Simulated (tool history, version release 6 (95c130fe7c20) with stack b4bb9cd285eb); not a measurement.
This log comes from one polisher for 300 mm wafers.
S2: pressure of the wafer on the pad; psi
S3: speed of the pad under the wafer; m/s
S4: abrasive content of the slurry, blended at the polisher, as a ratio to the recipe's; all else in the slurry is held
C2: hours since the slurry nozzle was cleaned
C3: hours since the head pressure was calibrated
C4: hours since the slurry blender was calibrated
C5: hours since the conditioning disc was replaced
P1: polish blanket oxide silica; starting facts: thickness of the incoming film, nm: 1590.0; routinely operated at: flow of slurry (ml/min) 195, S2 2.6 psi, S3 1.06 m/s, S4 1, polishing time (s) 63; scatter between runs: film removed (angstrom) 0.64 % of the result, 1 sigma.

Run 1, hour 10.3: flow of slurry (ml/min) 195, S2 2.6 psi, S3 1.06 m/s, S4 1, polishing time (s) 63; wafers polished on this pad 468; C2 457.9; C3 98.5; C4 66.7; C5 65.8. Result: film removed (angstrom) 1244.3.
Run 2, hour 22.5: flow of slurry (ml/min) 195, S2 2.6 psi, S3 1.06 m/s, S4 1.5, polishing time (s) 63; wafers polished on this pad 629; C2 470.1; C3 110.7; C4 78.9; C5 78. Result: film removed (angstrom) 1471.5.
Run 3, hour 31.6: flow of slurry (ml/min) 195, S2 2.6 psi, S3 1.06 m/s, S4 1, polishing time (s) 98; wafers polished on this pad 749; C2 479.2; C3 119.8; C4 88; C5 87.1. Result: film removed (angstrom) 1934.9.
Run 4, hour 43.3: flow of slurry (ml/min) 195, S2 2.6 psi, S3 1.06 m/s, S4 0.6, polishing time (s) 63; wafers polished on this pad 903; C2 490.9; C3 131.5; C4 99.7; C5 98.8. Result: film removed (angstrom) 954.52.
Run 5, hour 50.3: flow of slurry (ml/min) 195, S2 1.5 psi, S3 1.06 m/s, S4 0.7, polishing time (s) 63; wafers polished on this pad 995; C2 497.9; C3 138.5; C4 106.7; C5 105.8. Result: film removed (angstrom) 606.17.
Run 6, hour 62.8: flow of slurry (ml/min) 195, S2 2.6 psi, S3 0.72 m/s, S4 1, polishing time (s) 63; wafers polished on this pad 1159; C2 510.4; C3 151; C4 119.2; C5 118.3. Result: film removed (angstrom) 920.8.
Run 7, hour 73.3: flow of slurry (ml/min) 195, S2 2.6 psi, S3 1.06 m/s, S4 1, polishing time (s) 63; wafers polished on this pad 1298; C2 520.9; C3 161.5; C4 129.7; C5 128.8. Result: film removed (angstrom) 1246.5.
Run 8, hour 80.9: flow of slurry (ml/min) 305, S2 2.6 psi, S3 1.06 m/s, S4 1, polishing time (s) 63; wafers polished on this pad 1398; C2 528.5; C3 169.1; C4 137.3; C5 136.4. Result: film removed (angstrom) 1319.
Run 9, hour 92.8: flow of slurry (ml/min) 195, S2 2.6 psi, S3 1.06 m/s, S4 1, polishing time (s) 63; wafers polished on this pad 1554; C2 540.4; C3 181; C4 149.2; C5 148.3. Result: film removed (angstrom) 1243.8.
Run 10, hour 102: flow of slurry (ml/min) 195, S2 3.3 psi, S3 1.06 m/s, S4 1, polishing time (s) 63; wafers polished on this pad 1675; C2 549.6; C3 190.2; C4 158.4; C5 157.5. Result: film removed (angstrom) 1591.2.
At hour 109.3: slurry nozzle cleaned.
Run 11, hour 116.1: flow of slurry (ml/min) 195, S2 2.6 psi, S3 1.06 m/s, S4 1, polishing time (s) 63; wafers polished on this pad 1861; C2 6.8; C3 204.3; C4 172.5; C5 171.6. Result: film removed (angstrom) 1251.
Run 12, hour 131.6: flow of slurry (ml/min) 195, S2 2.6 psi, S3 1.06 m/s, S4 1, polishing time (s) 38; wafers polished on this pad 2065; C2 22.3; C3 219.8; C4 188; C5 187.1. Result: film removed (angstrom) 747.
Run 13, hour 141.8: flow of slurry (ml/min) 195, S2 1.4 psi, S3 1.06 m/s, S4 1, polishing time (s) 63; wafers polished on this pad 2199; C2 32.5; C3 230; C4 198.2; C5 197.3. Result: film removed (angstrom) 664.39.
Run 14, hour 152.5: flow of slurry (ml/min) 195, S2 2.6 psi, S3 1.34 m/s, S4 1, polishing time (s) 63; wafers polished on this pad 2340; C2 43.2; C3 240.7; C4 208.9; C5 208. Result: film removed (angstrom) 1510.5.
Run 15, hour 167.4: flow of slurry (ml/min) 195, S2 2.6 psi, S3 1.06 m/s, S4 1, polishing time (s) 63; wafers polished on this pad 2536; C2 58.1; C3 255.6; C4 223.8; C5 222.9. Result: film removed (angstrom) 1272.2.
Run 16, hour 179.4: flow of slurry (ml/min) 195, S2 2.6 psi, S3 1.06 m/s, S4 1, polishing time (s) 63; wafers polished on this pad 2694; C2 70.1; C3 267.6; C4 235.8; C5 234.9. Result: film removed (angstrom) 1232.8.
Run 17, hour 191: flow of slurry (ml/min) 115, S2 2.6 psi, S3 1.06 m/s, S4 1, polishing time (s) 63; wafers polished on this pad 2847; C2 81.7; C3 279.2; C4 247.4; C5 246.5. Result: film removed (angstrom) 1137.4.
Run 18, hour 198.1: flow of slurry (ml/min) 195, S2 2.6 psi, S3 1.06 m/s, S4 1, polishing time (s) 63; wafers polished on this pad 2940; C2 88.8; C3 286.3; C4 254.5; C5 253.6. Result: film removed (angstrom) 1247.6.
Run 19, hour 207.5: flow of slurry (ml/min) 195, S2 2.6 psi, S3 1.06 m/s, S4 1, polishing time (s) 63; wafers polished on this pad 3064; C2 98.2; C3 295.7; C4 263.9; C5 263. Result: film removed (angstrom) 1198.3.
Run 20, hour 219.4: flow of slurry (ml/min) 195, S2 2.6 psi, S3 1.06 m/s, S4 1, polishing time (s) 63; wafers polished on this pad 3221; C2 110.1; C3 307.6; C4 275.8; C5 274.9. Result: film removed (angstrom) 1151.

Forecast run 21:
Run 21, hour 227.5: flow of slurry (ml/min) 195, S2 2.6 psi, S3 1.06 m/s, S4 1, polishing time (s) 63; wafers polished on this pad 3327; C2 118.2; C3 315.7; C4 283.9; C5 283. Result: film removed (angstrom) ?.

Logged for run 21: film removed (angstrom) 1130.7.

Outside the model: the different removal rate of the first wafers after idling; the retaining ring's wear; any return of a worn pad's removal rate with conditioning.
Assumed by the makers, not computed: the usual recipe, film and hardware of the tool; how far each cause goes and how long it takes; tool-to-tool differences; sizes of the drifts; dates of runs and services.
